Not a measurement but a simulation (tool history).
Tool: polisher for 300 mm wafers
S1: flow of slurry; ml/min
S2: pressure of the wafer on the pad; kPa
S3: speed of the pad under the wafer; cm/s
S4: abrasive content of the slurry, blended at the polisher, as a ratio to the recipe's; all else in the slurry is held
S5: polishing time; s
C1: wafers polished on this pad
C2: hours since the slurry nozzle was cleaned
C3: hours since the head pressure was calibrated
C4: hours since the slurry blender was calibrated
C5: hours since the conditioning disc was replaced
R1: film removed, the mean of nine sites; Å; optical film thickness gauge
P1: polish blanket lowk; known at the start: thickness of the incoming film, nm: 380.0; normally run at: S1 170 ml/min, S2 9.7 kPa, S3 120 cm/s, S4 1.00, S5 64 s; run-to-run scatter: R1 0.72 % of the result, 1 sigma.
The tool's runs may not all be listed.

run	day	S1	S2	S3	S4	S5	C1	C2	C3	C4	C5	R1
1	0.338	170	9.7	120	1.00	64	273	475.7	840.5	47.2	288.0	193.880
2	0.658	170	9.7	120	1.50	64	367	483.4	848.2	54.9	295.7	225.860
3	0.921	170	9.7	120	1.00	64	444	489.7	854.5	61.2	302.0	192.430
4	1.321	170	9.7	120	1.00	37	562	499.3	864.1	70.8	311.6	109.890
5	1.612	100	9.7	120	1.00	64	647	506.3	871.1	77.8	318.6	172.300
6	2.083	170	9.7	80	1.00	64	786	517.6	882.4	89.1	329.9	139.520
7	2.404	170	9.7	120	1.00	64	880	525.3	890.1	96.8	337.6	194.480
8	2.808	170	15.2	120	1.00	64	999	535.0	899.8	106.5	347.3	301.360
9	3.138	170	9.7	120	1.00	64	1095	542.9	907.7	114.4	355.2	194.120
10	3.542	170	9.7	120	1.00	64	1214	552.6	917.4	124.1	364.9	191.560
11	3.800	170	4.8	120	1.00	64	1290	558.8	923.6	130.3	371.1	95.425
12	4.125	170	13.1	184	1.00	64	1385	566.6	931.4	138.1	378.9	368.990
13	4.458	170	14.5	120	1.00	42	1483	574.6	939.4	146.1	386.9	189.220
14	4.696	170	9.7	170	1.00	64	1553	580.3	945.1	151.8	392.6	251.200
15	4.971	225	9.7	120	1.45	64	1633	586.9	951.7	158.4	399.2	232.510
16	5.262	170	9.7	120	1.00	64	1719	593.9	958.7	165.4	406.2	192.410
17	5.562	270	9.7	120	1.00	64	1807	601.1	965.9	172.6	413.4	204.330
18	5.879	170	9.7	120	1.00	100	1900	608.7	973.5	180.2	421.0	298.040
19	6.317	170	9.7	120	0.55	64	2029	619.2	984.0	190.7	431.5	140.150
20	6.812	170	9.7	120	1.00	64	2174	631.1	995.9	202.6	443.4	191.430
21	7.300	170	9.7	120	1.00	64	2317	642.8	1007.6	214.3	455.1	180.000
22	7.596	170	9.7	120	1.00	64	2404	649.9	1014.7	221.4	462.2	178.640
23	8.029	170	9.7	120	1.00	64	2531	660.3	1025.1	231.8	472.6	171.870
# day 8.325: conditioning disc replaced and pad reconditioned
# day 8.462: slurry nozzle cleaned
24	8.462	170	9.7	120	1.00	64	2659	0.0	1035.5	242.2	3.3	169.800
25	8.700	170	9.7	120	1.00	64	2728	5.7	1041.2	247.9	9.0	168.920
# day 8.871: head pressure recalibrated
26	9.162	170	9.7	120	1.00	64	2864	16.8	7.0	259.0	20.1	170.020
27	9.662	170	9.7	120	1.00	64	3011	28.8	19.0	271.0	32.1	165.250
28	9.942	170	9.7	120	1.00	64	3093	35.5	25.7	277.7	38.8	168.800

What P1 gives has crept away from where it was. These 2 causes fit the log equally well, each at the size given:
A: removal rate lost through wear of the pad, % = 12.7
B: abrasive missing from the slurry, % = 24.2
The creep began at about day 6.812.
Why every other cause is out:
slurry flow missing at the pad, %: serviced at day 8.462, which brought nothing back
head's pressure below its setpoint, %: serviced at day 8.871, which brought nothing back
time polished since the conditioner stopped cutting, s: serviced at day 8.325, which brought nothing back

4 check runs are offered, each on 5 wafers whose results are averaged, their results left as question marks. Which one tells the causes apart?
check 1	10.221	170	9.7	120	1.00	98						?
check 2	10.221	170	6.2	120	1.00	99						?
check 3	10.221	170	9.7	120	1.45	82						?
check 4	10.221	255	9.7	120	1.00	64						?

What each check would give under each cause:
check	result	if A	if B
check 1	R1	257.000	257.080
check 2	R1	166.900	166.950
check 3	R1	250.360	256.850
check 4	R1	176.750	176.800
How far apart the two closest causes lie, in the result that separates them most: check 1 0.03 %; check 2 0.03 %; check 3 2.56 %; check 4 0.03 %
Check 3 tells the causes apart: in the others they would give nearly the same result.

Check 3 was then run and gave: R1 251.040 Å. Which cause is it?

It is A: removal rate lost through wear of the pad, %.

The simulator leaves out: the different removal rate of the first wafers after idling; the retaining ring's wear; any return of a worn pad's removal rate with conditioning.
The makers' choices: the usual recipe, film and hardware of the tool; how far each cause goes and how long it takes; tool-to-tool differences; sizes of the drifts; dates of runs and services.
